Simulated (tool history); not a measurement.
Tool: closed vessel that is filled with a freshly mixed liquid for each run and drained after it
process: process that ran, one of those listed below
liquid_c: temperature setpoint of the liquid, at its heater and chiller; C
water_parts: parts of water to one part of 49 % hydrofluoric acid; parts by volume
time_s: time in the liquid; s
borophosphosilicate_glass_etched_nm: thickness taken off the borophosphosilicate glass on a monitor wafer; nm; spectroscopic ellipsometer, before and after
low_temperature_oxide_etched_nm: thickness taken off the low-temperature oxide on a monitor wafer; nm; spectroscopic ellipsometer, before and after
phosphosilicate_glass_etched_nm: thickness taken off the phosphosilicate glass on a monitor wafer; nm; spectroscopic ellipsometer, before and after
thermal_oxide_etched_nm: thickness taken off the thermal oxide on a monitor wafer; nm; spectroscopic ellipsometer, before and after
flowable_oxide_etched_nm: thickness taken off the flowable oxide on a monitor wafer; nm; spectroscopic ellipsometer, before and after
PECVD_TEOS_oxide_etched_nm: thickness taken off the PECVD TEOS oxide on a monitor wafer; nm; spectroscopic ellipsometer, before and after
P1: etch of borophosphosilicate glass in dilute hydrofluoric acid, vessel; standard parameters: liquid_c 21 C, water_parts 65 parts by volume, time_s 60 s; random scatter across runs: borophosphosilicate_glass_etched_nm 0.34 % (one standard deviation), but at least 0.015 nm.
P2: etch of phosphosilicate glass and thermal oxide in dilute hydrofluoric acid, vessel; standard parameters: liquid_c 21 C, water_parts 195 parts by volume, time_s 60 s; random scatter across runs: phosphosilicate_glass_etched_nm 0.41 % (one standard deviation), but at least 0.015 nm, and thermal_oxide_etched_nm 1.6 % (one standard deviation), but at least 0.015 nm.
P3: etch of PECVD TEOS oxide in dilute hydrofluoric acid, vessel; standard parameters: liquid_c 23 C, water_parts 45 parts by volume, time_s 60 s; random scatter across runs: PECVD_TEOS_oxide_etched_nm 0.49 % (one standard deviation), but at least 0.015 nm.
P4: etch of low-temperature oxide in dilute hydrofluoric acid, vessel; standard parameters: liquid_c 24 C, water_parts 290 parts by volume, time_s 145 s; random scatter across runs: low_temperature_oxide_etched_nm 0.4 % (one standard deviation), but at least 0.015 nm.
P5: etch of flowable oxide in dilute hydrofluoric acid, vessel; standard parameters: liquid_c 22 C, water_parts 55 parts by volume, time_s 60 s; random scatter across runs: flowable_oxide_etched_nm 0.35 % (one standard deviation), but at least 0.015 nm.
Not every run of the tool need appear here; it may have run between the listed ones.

run     day  process  liquid_c  water_parts  time_s  hours since the thermometer was replaced  hours since the hydrofluoric acid flow meter was replaced  borophosphosilicate_glass_etched_nm  low_temperature_oxide_etched_nm  phosphosilicate_glass_etched_nm  thermal_oxide_etched_nm  flowable_oxide_etched_nm  PECVD_TEOS_oxide_etched_nm
  1    0.35       P1        21           65      60                                     348.1                                                      262.4                               40.756
  2   0.742       P4        31          290     145                                     357.5                                                      271.8                                                                9.8601
  3   1.083       P1        21           65      60                                     365.7                                                        280                               40.652
  4   1.483       P2        21          195     105                                     375.3                                                      289.6                                                                                                 32.693                   2.1657
  5   1.829       P5        22           55      60                                     383.6                                                      297.9                                                                                                                                                    61.935
  6   2.571       P5      29.5           55      60                                     401.4                                                      315.7                                                                                                                                                     83.79
  7   2.946       P1        21           40      60                                     410.4                                                      324.7                                   68
  8   3.458       P2        21           40      60                                     422.7                                                        337                                                                                                  108.9                   7.2205
  9   3.792       P3        23           45     100                                     430.7                                                        345                                                                                                                                                                                49.433
 10    4.55       P3        31           45      60                                     448.9                                                      363.2                                                                                                                                                                                41.417
 11   5.162       P1        17          105      60                                     463.6                                                      377.9                               20.435
 12   5.625       P1      26.5           65      85                                     474.7                                                        389                               72.287
 13   6.142       P1        21           65      60                                     487.1                                                      401.4                               40.538
 14   6.642       P1        17           65      30                                     499.1                                                      413.4                               17.218
 15   6.983       P2        25          195      60                                     507.3                                                      421.6                                                                                                 21.701                   1.4429
 16   7.488       P1        17           65      60                                     519.4                                                      433.7                               34.471
 17   8.042       P5        22           55      35                                     532.7                                                        447                                                                                                                                                    36.128
 18   8.621       P1        21           65      60                                     546.6                                                      460.9                               40.662
 19   9.392       P1        21           65      85                                     565.1                                                      479.4                               57.855
 20   9.954       P1        21           65      30                                     578.6                                                      492.9                               20.356
 21  10.296       P4        24          290      30                                     586.8                                                      501.1                                                                1.6188
 22  11.029       P3        23           45      60                                     604.4                                                      518.7                                                                                                                                                                                29.938
 23  11.671       P5        22           55      60                                     619.8                                                      534.1                                                                                                                                                    61.853
 24  12.208       P4        24          290     145                                     632.7                                                        547                                                                7.8608
     12.492  -- hydrofluoric acid flow meter replaced
     12.642  -- thermometer replaced
 25  12.808       P3        23           20      60                                         4                                                        7.7                                                                                                                                                                                69.966
 26  13.554       P1        21           65      60                                      21.9                                                       25.6                               40.896
 27  14.225       P5        22           95      60                                        38                                                       41.7                                                                                                                                                    34.406
 28  14.604       P1      29.5           65      60                                      47.1                                                       50.8                                57.45
 29  15.175       P4        24          480     145                                      60.8                                                       64.5                                                                3.9837
 30  15.567       P1        21           95      60                                      70.2                                                       73.9                               26.952
 31  16.104       P1        21           65      60                                      83.1                                                       86.8                               40.928
 32  16.521       P2        21          195      60                                      93.1                                                       96.8                                                                                                 18.943                   1.2075
 33  17.204       P2        21          195      60                                     109.5                                                      113.2                                                                                                 18.765                   1.2715
 34  17.796       P1        21           65      60                                     123.7                                                      127.4                               40.736
 35  18.508       P1        21           65      60                                     140.8                                                      144.5                               43.027
 36  19.238       P1        21           65      60                                     158.3                                                        162                               43.837
 37  19.875       P1        21           65      60                                     173.6                                                      177.3                               44.228
 38  20.383       P1        21           65      60                                     185.8                                                      189.5                               44.277
 39  20.754       P1        21           65      60                                     194.7                                                      198.4                               44.654
 40  21.421       P1        21           65      60                                     210.7                                                      214.4                               44.343

Compared with where it was, what P1 gives has crept away. Each cause listed below fits the log as well as the rest, at the size given for it:
A: hydrofluoric acid flow above the setpoint (%) = 8.72
B: liquid hotter than its thermometer reads (K) = 2.18
The creep began at about day 17.796.

Of the 4 check runs below, each run on 2 wafers with the results averaged and each result still a question mark, which one would tell the listed causes apart?
check 1  22.088       P4        30          290      30                                                                                                                                                                          ?
check 2  22.088       P2      24.5           50      60                                                                                                                                                                                                           ?                        ?
check 3  22.088       P5      28.5           55      60                                                                                                                                                                                                                                                              ?
check 4  22.088       P3      30.5           20      60                                                                                                                                                                                                                                                                                          ?

Outcome of each check run for each possible cause:
  check                           result    if A    if B
check 1  low_temperature_oxide_etched_nm  2.2128  2.1259
check 2  phosphosilicate_glass_etched_nm  108.72  108.68
check 2          thermal_oxide_etched_nm  7.1202  7.1174
check 3         flowable_oxide_etched_nm  88.309  87.898
check 4       PECVD_TEOS_oxide_etched_nm  103.46  103.57
Separation of the two closest causes in each check, using whichever result separates them best: check 1 4 %; check 2 0.04 %; check 3 0.47 %; check 4 0.12 %
Check 1 tells the causes apart: in the others they would give nearly the same result.

Then check 1 was run and gave: low_temperature_oxide_etched_nm 2.1878 nm. Which cause is it?

It was cause A: hydrofluoric acid flow above the setpoint (%).
